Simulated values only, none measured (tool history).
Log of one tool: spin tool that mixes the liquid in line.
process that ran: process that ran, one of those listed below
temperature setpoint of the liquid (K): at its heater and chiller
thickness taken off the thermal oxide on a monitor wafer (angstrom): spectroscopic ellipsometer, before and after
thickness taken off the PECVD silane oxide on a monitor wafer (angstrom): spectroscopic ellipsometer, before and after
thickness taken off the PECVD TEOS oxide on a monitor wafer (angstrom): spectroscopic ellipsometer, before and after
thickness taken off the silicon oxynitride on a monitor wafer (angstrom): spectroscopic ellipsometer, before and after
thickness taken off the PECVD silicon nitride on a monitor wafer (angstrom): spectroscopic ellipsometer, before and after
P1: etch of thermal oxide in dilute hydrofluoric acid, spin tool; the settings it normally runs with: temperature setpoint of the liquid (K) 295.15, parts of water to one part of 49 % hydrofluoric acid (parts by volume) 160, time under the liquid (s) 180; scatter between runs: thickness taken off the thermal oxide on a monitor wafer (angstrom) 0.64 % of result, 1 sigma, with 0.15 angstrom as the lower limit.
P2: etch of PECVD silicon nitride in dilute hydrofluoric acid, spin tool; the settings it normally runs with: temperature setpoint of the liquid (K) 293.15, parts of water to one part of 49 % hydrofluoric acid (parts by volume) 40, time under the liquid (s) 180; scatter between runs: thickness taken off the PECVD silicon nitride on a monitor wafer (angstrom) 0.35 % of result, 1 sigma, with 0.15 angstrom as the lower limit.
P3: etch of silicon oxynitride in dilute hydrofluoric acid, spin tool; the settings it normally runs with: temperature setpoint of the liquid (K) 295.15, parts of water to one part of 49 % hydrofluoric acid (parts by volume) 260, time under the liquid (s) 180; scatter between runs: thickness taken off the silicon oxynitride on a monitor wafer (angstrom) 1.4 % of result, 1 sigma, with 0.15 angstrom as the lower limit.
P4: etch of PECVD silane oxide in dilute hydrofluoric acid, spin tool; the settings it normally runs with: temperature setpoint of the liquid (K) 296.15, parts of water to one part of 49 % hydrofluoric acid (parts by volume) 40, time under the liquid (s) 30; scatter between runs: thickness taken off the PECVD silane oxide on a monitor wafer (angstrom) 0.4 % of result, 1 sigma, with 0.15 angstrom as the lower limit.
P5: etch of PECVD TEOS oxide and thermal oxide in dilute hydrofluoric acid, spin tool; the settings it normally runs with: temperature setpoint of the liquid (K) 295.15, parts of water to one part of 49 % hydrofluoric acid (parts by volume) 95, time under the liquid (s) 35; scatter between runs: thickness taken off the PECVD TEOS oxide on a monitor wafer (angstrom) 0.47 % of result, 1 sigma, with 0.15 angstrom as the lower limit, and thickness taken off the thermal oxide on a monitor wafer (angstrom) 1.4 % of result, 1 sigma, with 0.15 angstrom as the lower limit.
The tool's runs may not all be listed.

run,hour,process that ran,temperature setpoint of the liquid (K),parts of water to one part of 49 % hydrofluoric acid (parts by volume),time under the liquid (s),thickness taken off the thermal oxide on a monitor wafer (angstrom),thickness taken off the PECVD silane oxide on a monitor wafer (angstrom),thickness taken off the PECVD TEOS oxide on a monitor wafer (angstrom),thickness taken off the silicon oxynitride on a monitor wafer (angstrom),thickness taken off the PECVD silicon nitride on a monitor wafer (angstrom)
1,11.7,P1,295.15,160,180,45.844,,,,
2,25.1,P1,295.15,260,30,4.3499,,,,
3,36,P4,296.15,40,60,,331.84,,,
4,47.5,P1,295.15,160,180,46.222,,,,
5,63,P5,295.15,175,35,8.4268,,21.857,,
6,82.5,P5,295.15,95,35,16.019,,43.953,,
7,102,P3,295.15,260,15,,,,1.376,
8,121.5,P2,293.15,40,275,,,,,183.37
9,130.3,P5,303.15,95,35,22.15,,59.568,,
10,140.5,P1,303.65,160,180,63.994,,,,
11,157.8,P1,295.15,80,345,195.96,,,,
12,166.7,P1,295.15,290,180,22.695,,,,
13,179.4,P3,295.15,470,180,,,,7.3643,
14,194.3,P1,295.15,160,180,46.188,,,,
15,205.3,P4,296.15,70,30,,91.486,,,
16,214.6,P2,290.15,40,180,,,,,97.108
17,229,P3,300.65,260,180,,,,20.826,
18,239.6,P1,295.15,160,180,46.577,,,,
19,253.1,P1,295.15,160,345,88.106,,,,
20,264,P5,295.15,95,65,29.607,,80.636,,
21,274,P1,295.15,50,180,168.47,,,,
22,284.8,P4,296.15,40,30,,166.58,,,
23,300.6,P1,295.15,160,180,47.056,,,,
24,312.3,P4,302.15,40,30,,212.78,,,
25,328.1,P1,290.15,160,180,37.743,,,,
# hour 332.5: thermometer replaced
26,345.1,P2,293.15,20,180,,,,,233.28
27,355.5,P1,295.15,160,90,23.09,,,,
28,367.2,P3,295.15,260,180,,,,16.319,
29,386,P1,295.15,160,180,46.333,,,,
30,405.3,P4,296.15,40,30,,166.06,,,

Run 31 is up next; what results do you expect?
31,414.9,P2,293.15,40,180,,,,,?

thickness taken off the PECVD silicon nitride on a monitor wafer (angstrom): 119.44
